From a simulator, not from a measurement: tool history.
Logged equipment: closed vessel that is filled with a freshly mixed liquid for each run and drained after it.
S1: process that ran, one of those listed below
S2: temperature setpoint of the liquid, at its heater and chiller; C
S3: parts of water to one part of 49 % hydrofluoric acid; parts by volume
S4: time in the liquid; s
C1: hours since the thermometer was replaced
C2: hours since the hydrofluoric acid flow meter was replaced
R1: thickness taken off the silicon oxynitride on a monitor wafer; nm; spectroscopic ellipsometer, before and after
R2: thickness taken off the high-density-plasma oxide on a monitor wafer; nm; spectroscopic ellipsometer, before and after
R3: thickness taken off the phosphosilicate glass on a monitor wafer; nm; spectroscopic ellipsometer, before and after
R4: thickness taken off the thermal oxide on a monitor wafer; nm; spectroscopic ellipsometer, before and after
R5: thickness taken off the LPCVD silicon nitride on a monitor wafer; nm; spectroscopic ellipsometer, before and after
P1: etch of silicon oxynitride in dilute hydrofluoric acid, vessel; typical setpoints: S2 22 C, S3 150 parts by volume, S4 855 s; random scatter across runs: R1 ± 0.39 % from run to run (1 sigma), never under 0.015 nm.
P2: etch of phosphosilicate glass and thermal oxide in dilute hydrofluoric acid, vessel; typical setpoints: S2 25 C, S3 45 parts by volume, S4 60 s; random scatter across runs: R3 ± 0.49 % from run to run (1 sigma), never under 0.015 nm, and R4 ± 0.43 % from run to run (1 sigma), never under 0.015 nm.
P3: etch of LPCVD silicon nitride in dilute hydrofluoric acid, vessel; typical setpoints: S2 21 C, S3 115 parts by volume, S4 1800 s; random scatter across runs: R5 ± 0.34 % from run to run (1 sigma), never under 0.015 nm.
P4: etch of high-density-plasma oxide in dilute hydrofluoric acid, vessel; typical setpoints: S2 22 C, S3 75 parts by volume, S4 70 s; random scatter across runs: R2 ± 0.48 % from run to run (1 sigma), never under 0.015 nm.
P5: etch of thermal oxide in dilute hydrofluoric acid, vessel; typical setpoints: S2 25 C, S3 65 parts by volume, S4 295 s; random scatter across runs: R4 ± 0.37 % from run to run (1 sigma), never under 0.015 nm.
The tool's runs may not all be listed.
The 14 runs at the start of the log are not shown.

run   hour  S1    S2   S3    S4      C1     C2      R1      R2      R3      R4      R5
 15  159.1  P4    17   75    70    1301  440.5          3.8918
 16  173.1  P2    25   65    60    1315  454.5                  112.56  4.6422
 17    183  P1    22  150  1535  1324.9  464.4  43.635
 18  196.2  P2    32   45    60  1338.1  477.6                  220.34  9.2498
 19    208  P4    22   20    70  1349.9  489.4          19.555
 20  214.9  P5    25   20   295  1356.8  496.3                          81.291
 21  229.5  P4    22   75    70  1371.4  510.9          4.7589
 22  243.5  P1    17  150   855  1385.4  524.9  19.143
 23  257.8  P1    22  150   385  1399.7  539.2  10.923
 24  272.5  P1    22  150   855  1414.4  553.9  24.385
 25  280.7  P1  17.5  205   855  1422.6  562.1  13.957
 26  291.8  P4    22   75    70  1433.7  573.2          4.7934
 27  306.2  P5  29.5   65   295  1448.1  587.6                          28.013
 28    319  P1    22  150   855  1460.9  600.4  24.529
 29  333.7  P1    30  150  1535  1475.6  615.1  62.333
 30    347  P3    21  115  3315  1488.9  628.4                                  12.297
 31  361.4  P3  28.5  115  1800  1503.3  642.8                                  10.858
 32  369.3  P3    21  115  1800  1511.2  650.7                                   6.688
 33    379  P1    22  150   855  1520.9  660.4  24.173
 34  388.5  P1    22  150   855  1530.4  669.9  23.617
 35  402.2  P1    22  150   855  1544.1  683.6  22.952
 36  414.4  P1    22  150   855  1556.3  695.8  22.695

Run 37 is up next; what results do you expect?
 37  428.8  P1  22  150  855  1570.7  710.2   ?

For run 37 the tool returned R1 22.583 nm.
